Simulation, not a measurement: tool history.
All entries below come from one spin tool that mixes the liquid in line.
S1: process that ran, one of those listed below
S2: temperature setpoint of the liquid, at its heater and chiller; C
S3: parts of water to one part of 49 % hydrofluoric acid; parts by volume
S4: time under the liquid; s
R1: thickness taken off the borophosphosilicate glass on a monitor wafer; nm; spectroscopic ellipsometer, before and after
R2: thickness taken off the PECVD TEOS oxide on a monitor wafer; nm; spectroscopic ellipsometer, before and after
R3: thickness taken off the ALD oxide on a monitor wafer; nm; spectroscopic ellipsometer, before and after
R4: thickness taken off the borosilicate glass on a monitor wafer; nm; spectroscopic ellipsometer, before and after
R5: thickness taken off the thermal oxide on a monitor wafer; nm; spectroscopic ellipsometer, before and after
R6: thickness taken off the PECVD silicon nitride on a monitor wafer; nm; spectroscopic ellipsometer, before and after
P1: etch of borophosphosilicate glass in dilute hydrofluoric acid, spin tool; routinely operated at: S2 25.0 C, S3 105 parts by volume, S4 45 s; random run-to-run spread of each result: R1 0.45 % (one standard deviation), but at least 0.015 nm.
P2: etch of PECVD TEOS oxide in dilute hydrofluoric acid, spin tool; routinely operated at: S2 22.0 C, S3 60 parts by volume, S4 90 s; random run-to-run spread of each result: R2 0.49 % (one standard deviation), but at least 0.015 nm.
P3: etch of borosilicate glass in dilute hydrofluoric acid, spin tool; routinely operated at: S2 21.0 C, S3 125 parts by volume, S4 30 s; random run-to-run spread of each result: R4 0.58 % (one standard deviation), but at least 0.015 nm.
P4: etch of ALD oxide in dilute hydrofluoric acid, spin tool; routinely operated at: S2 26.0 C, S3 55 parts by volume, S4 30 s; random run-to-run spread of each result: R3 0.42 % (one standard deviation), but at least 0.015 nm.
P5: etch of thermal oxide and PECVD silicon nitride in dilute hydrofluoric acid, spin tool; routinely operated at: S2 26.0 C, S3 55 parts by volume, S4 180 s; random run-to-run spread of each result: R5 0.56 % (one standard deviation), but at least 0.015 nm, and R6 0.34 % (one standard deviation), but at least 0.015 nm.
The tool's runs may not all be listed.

{"run": 1, "hour": 4.8, "S1": "P1", "S2": 25.0, "S3": 105, "S4": 45, "R1": 29.291}
{"run": 2, "hour": 10.4, "S1": "P1", "S2": 25.0, "S3": 105, "S4": 45, "R1": 29.51}
{"run": 3, "hour": 15.2, "S1": "P2", "S2": 22.0, "S3": 60, "S4": 35, "R2": 9.676}
{"run": 4, "hour": 19.1, "S1": "P4", "S2": 26.0, "S3": 55, "S4": 30, "R3": 20.774}
{"run": 5, "hour": 22.4, "S1": "P3", "S2": 21.0, "S3": 65, "S4": 30, "R4": 14.468}
{"run": 6, "hour": 27.6, "S1": "P1", "S2": 32.5, "S3": 105, "S4": 45, "R1": 38.877}
{"run": 7, "hour": 32.9, "S1": "P5", "S2": 26.0, "S3": 95, "S4": 180, "R5": 9.4736, "R6": 11.615}
{"run": 8, "hour": 35.6, "S1": "P1", "S2": 25.0, "S3": 105, "S4": 25, "R1": 16.471}
{"run": 9, "hour": 38.9, "S1": "P5", "S2": 31.0, "S3": 55, "S4": 180, "R5": 21.004, "R6": 27.456}
{"run": 10, "hour": 43.2, "S1": "P3", "S2": 27.5, "S3": 125, "S4": 30, "R4": 9.1497}
{"run": 11, "hour": 46.9, "S1": "P1", "S2": 19.5, "S3": 105, "S4": 45, "R1": 23.742}
{"run": 12, "hour": 51.6, "S1": "P5", "S2": 26.0, "S3": 55, "S4": 15, "R5": 1.4516, "R6": 1.6754}
{"run": 13, "hour": 55.9, "S1": "P1", "S2": 25.0, "S3": 105, "S4": 45, "R1": 29.286}
{"run": 14, "hour": 60.0, "S1": "P2", "S2": 22.0, "S3": 60, "S4": 90, "R2": 24.943}
{"run": 15, "hour": 64.5, "S1": "P1", "S2": 25.0, "S3": 55, "S4": 15, "R1": 19.857}
{"run": 16, "hour": 68.3, "S1": "P4", "S2": 26.0, "S3": 55, "S4": 30, "R3": 20.723}
{"run": 17, "hour": 73.5, "S1": "P1", "S2": 25.0, "S3": 180, "S4": 15, "R1": 5.2262}
{"run": 18, "hour": 78.0, "S1": "P2", "S2": 22.0, "S3": 105, "S4": 90, "R2": 13.468}
{"run": 19, "hour": 83.0, "S1": "P2", "S2": 22.0, "S3": 60, "S4": 90, "R2": 25.261}
{"run": 20, "hour": 88.6, "S1": "P4", "S2": 26.0, "S3": 20, "S4": 30, "R3": 60.302}
{"run": 21, "hour": 91.5, "S1": "P3", "S2": 21.0, "S3": 125, "S4": 55, "R4": 12.863}
{"run": 22, "hour": 96.5, "S1": "P1", "S2": 25.0, "S3": 155, "S4": 45, "R1": 18.792}
{"run": 23, "hour": 100.3, "S1": "P2", "S2": 27.5, "S3": 60, "S4": 90, "R2": 31.207}
{"run": 24, "hour": 105.6, "S1": "P5", "S2": 26.0, "S3": 55, "S4": 180, "R5": 17.336, "R6": 19.818}
{"run": 25, "hour": 109.1, "S1": "P1", "S2": 25.0, "S3": 105, "S4": 85, "R1": 55.567}
{"run": 26, "hour": 113.5, "S1": "P4", "S2": 21.5, "S3": 55, "S4": 30, "R3": 17.28}
{"run": 27, "hour": 119.1, "S1": "P4", "S2": 26.0, "S3": 55, "S4": 15, "R3": 10.465}
{"run": 28, "hour": 122.7, "S1": "P1", "S2": 25.0, "S3": 105, "S4": 45, "R1": 29.462}
{"run": 29, "hour": 127.0, "S1": "P1", "S2": 25.0, "S3": 55, "S4": 45, "R1": 59.638}
{"run": 30, "hour": 131.0, "S1": "P3", "S2": 21.0, "S3": 125, "S4": 30, "R4": 7.1358}
{"run": 31, "hour": 136.6, "S1": "P1", "S2": 25.0, "S3": 105, "S4": 45, "R1": 29.463}
{"run": 32, "hour": 142.2, "S1": "P1", "S2": 25.0, "S3": 105, "S4": 45, "R1": 29.607}
{"run": 33, "hour": 145.2, "S1": "P1", "S2": 25.0, "S3": 105, "S4": 45, "R1": 29.454}

Forecast run 34:
{"run": 34, "hour": 150.2, "S1": "P1", "S2": 25.0, "S3": 105, "S4": 45, "R1": "?"}

Run 34 yielded R1 30.5390 nm.
